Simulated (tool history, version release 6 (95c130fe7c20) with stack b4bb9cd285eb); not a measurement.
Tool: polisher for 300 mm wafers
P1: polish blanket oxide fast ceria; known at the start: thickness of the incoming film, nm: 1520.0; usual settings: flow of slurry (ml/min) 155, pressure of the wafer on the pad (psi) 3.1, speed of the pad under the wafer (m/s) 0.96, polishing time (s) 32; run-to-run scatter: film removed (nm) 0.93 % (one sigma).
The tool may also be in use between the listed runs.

run    day  flow of slurry (ml/min)  pressure of the wafer on the pad (psi)  speed of the pad under the wafer (m/s)  polishing time (s)  film removed (nm)
  1  0.358                      155                                     3.1                                    0.96                  32              461.9
  2  0.771                      155                                     4.3                                    0.62                  32             411.75
  3  1.183                      155                                     4.4                                    0.96                  32             649.82
  4    1.6                      155                                     3.1                                    0.96                  50             731.34
  5  2.208                      155                                     3.1                                    0.96                  32             458.29
  6  2.679                      155                                     3.1                                     1.5                  32             718.83
  7  3.271                      155                                     3.1                                     0.6                  32             293.56
  8    3.6                      155                                     3.1                                    0.96                  16             233.47
  9  3.988                      210                                     3.1                                    0.96                  32             477.51
 10  4.312                      155                                     3.1                                    0.96                  32             461.34
 11  4.792                      155                                     1.9                                    0.96                  23             204.42

Forecast run 12:
 12  5.088                       95                                     3.1                                    0.96                  32                  ?

film removed (nm): 419.6

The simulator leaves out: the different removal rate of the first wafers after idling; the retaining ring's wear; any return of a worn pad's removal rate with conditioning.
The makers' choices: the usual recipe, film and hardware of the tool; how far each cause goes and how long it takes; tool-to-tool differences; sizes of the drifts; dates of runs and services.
